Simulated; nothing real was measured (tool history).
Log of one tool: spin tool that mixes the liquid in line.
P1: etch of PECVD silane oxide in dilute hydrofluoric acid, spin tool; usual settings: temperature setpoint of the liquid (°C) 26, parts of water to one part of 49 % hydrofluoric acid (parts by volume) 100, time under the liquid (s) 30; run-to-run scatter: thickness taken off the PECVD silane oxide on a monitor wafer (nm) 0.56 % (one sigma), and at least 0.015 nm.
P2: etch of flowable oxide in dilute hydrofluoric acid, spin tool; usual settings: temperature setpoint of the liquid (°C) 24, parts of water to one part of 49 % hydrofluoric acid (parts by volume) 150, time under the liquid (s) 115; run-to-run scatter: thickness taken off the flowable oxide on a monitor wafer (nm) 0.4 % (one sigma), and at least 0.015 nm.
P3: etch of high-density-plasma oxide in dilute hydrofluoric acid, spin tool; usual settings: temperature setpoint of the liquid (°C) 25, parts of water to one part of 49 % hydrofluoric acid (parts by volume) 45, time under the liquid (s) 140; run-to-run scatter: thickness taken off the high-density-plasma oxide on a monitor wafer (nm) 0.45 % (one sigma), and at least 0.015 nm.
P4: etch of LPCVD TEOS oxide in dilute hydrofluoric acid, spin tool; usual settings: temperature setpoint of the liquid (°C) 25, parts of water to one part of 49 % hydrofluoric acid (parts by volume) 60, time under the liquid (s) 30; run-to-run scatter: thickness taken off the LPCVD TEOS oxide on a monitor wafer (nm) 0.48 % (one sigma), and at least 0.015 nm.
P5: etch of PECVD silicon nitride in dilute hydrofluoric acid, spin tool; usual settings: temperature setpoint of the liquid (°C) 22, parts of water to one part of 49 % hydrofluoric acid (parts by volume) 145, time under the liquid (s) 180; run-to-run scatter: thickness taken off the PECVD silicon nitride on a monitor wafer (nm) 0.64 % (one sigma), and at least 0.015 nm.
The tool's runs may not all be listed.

run	hour	process that ran	temperature setpoint of the liquid (°C)	parts of water to one part of 49 % hydrofluoric acid (parts by volume)	time under the liquid (s)	thickness taken off the PECVD silane oxide on a monitor wafer (nm)	thickness taken off the flowable oxide on a monitor wafer (nm)	thickness taken off the LPCVD TEOS oxide on a monitor wafer (nm)	thickness taken off the high-density-plasma oxide on a monitor wafer (nm)	thickness taken off the PECVD silicon nitride on a monitor wafer (nm)
1	7	P1	26	100	30	12.614				
2	16.6	P1	26	40	30	33.947				
3	24.9	P2	17	150	115		26.779			
4	38.7	P4	25	60	15			8.6664		
5	48.3	P1	26	100	30	12.533				
6	60.9	P3	25	45	45				6.3199	
7	71.5	P5	22	30	180					15.076
8	82.7	P1	26	100	15	6.2013				
9	95.9	P1	30.5	100	30	14.651				
10	104.7	P5	22	145	180					3.2783
11	117.8	P4	25	35	30			30.618		
12	129.9	P1	26	100	30	12.587				
# hour 136: hydrofluoric acid flow meter replaced
13	144.6	P4	19.5	60	30			13.67		
14	159.9	P3	33.5	45	140				27.882	
15	174.3	P3	25	45	140				19.753	
16	182.6	P1	26	100	60	24.807				
17	190.5	P3	25	65	140				13.401	
18	200.6	P1	26	100	30	12.479				
19	208.8	P1	26	100	30	12.472				
20	218.9	P1	26	170	30	6.718				
21	227.5	P5	22	145	280					5.0999
22	238.3	P3	25	45	140				19.753	
23	247.6	P1	26	100	30	12.512				
24	255.9	P2	24	150	115		35.421			
25	270	P2	24	150	220		68.292			
26	283.6	P5	28	145	180					4.8004
27	294.8	P1	19.5	165	30	5.4381				
28	304.5	P1	19.5	100	30	9.7125				
29	311.5	P2	24	90	115		63.116			
30	320.8	P4	25	60	30			17.362		
31	335	P1	26	100	30	12.377				
32	349.9	P1	26	100	30	12.535				
33	362.3	P1	26	100	30	12.093				
34	371.5	P1	26	100	30	11.899				
35	381	P1	26	100	30	11.76				
36	395.9	P1	26	100	30	11.697				
37	407.3	P1	26	100	30	11.536				
38	415.2	P1	26	100	30	11.62				
39	429.8	P1	26	100	30	11.506				
40	437.8	P1	26	100	30	11.685				

What P1 gives has crept away from where it was. These 2 causes fit the log equally well, each at the size given:
A: hydrofluoric acid flow below the setpoint (%) = 6.36
B: liquid colder than its thermometer reads (K) = 1.9
The creep began at about hour 349.9.

4 check runs are offered, one wafer each, their results left as question marks. Which one tells the causes apart?
check 1	445.8	P5	22	55	180					?
check 2	445.8	P3	25	65	75				?	
check 3	445.8	P2	20	150	115		?			
check 4	445.8	P4	25	40	30			?		

What each check would give under each cause:
check	result	if A	if B
check 1	thickness taken off the PECVD silicon nitride on a monitor wafer (nm)	7.8779	7.3718
check 2	thickness taken off the high-density-plasma oxide on a monitor wafer (nm)	6.6616	6.6234
check 3	thickness taken off the flowable oxide on a monitor wafer (nm)	27.983	27.981
check 4	thickness taken off the LPCVD TEOS oxide on a monitor wafer (nm)	24.836	24.606
How far apart the two closest causes lie, in the result that separates them most: check 1 6.64 %; check 2 0.58 %; check 3 0.01 %; check 4 0.93 %
Check 1 tells the causes apart: in the others they would give nearly the same result.

Check 1 was then run and gave: thickness taken off the PECVD silicon nitride on a monitor wafer (nm) 7.4133. Which cause is it?

It is B: liquid colder than its thermometer reads (K).

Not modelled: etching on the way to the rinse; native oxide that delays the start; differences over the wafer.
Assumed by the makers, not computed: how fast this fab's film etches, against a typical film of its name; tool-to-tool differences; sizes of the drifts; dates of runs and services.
